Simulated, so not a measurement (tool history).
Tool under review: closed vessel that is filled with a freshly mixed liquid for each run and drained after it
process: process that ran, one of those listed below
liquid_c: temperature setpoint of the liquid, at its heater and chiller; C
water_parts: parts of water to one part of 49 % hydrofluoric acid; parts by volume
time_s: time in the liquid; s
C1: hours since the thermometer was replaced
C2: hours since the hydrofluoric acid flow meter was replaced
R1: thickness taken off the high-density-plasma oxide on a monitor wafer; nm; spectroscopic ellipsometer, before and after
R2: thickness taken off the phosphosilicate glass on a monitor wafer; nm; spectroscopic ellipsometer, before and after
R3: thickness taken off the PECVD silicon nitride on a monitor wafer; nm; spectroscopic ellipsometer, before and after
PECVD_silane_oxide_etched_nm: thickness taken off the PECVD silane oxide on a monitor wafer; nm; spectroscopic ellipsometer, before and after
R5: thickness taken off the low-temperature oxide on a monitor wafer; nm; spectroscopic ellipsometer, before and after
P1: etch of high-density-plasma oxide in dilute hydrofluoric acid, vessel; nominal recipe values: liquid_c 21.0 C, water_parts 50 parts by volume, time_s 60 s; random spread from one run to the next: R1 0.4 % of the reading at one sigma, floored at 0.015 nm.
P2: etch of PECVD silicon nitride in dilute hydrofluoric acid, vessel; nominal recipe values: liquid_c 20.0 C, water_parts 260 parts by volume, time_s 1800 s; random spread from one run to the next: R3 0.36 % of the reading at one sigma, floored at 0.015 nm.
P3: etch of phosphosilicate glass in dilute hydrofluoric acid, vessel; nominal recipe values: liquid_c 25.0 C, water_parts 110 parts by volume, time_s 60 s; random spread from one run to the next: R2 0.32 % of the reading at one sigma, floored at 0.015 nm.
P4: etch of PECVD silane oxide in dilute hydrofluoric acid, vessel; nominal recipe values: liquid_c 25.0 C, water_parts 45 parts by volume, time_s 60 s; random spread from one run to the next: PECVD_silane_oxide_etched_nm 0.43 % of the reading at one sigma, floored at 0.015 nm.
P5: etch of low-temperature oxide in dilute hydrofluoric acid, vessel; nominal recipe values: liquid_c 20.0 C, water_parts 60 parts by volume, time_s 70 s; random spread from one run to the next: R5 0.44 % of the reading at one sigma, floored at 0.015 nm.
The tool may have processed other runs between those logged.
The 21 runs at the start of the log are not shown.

{"run": 22, "hour": 210.9, "process": "P5", "liquid_c": 28.5, "water_parts": 60, "time_s": 70, "C1": 1510.4, "C2": 633.1, "R5": 44.771}
{"run": 23, "hour": 217.5, "process": "P1", "liquid_c": 21.0, "water_parts": 80, "time_s": 60, "C1": 1517.0, "C2": 639.7, "R1": 6.6592}
{"run": 24, "hour": 229.1, "process": "P1", "liquid_c": 21.0, "water_parts": 50, "time_s": 30, "C1": 1528.6, "C2": 651.3, "R1": 5.465}
{"run": 25, "hour": 238.5, "process": "P1", "liquid_c": 21.0, "water_parts": 50, "time_s": 60, "C1": 1538.0, "C2": 660.7, "R1": 10.969}
{"run": 26, "hour": 248.5, "process": "P1", "liquid_c": 21.0, "water_parts": 50, "time_s": 60, "C1": 1548.0, "C2": 670.7, "R1": 11.009}
{"run": 27, "hour": 257.3, "process": "P2", "liquid_c": 20.0, "water_parts": 260, "time_s": 1800, "C1": 1556.8, "C2": 679.5, "R3": 20.249}
{"run": 28, "hour": 271.1, "process": "P5", "liquid_c": 20.0, "water_parts": 95, "time_s": 70, "C1": 1570.6, "C2": 693.3, "R5": 19.18}
{"run": 29, "hour": 278.0, "process": "P1", "liquid_c": 21.0, "water_parts": 50, "time_s": 60, "C1": 1577.5, "C2": 700.2, "R1": 11.147}
{"run": 30, "hour": 287.7, "process": "P1", "liquid_c": 21.0, "water_parts": 50, "time_s": 60, "C1": 1587.2, "C2": 709.9, "R1": 10.764}
{"run": 31, "hour": 297.4, "process": "P1", "liquid_c": 21.0, "water_parts": 50, "time_s": 60, "C1": 1596.9, "C2": 719.6, "R1": 10.698}

Run 32 is up next; what results do you expect?
{"run": 32, "hour": 304.0, "process": "P1", "liquid_c": 21.0, "water_parts": 50, "time_s": 60, "C1": 1603.5, "C2": 726.2, "R1": "?"}

Run 32 produced R1 10.5750 nm.

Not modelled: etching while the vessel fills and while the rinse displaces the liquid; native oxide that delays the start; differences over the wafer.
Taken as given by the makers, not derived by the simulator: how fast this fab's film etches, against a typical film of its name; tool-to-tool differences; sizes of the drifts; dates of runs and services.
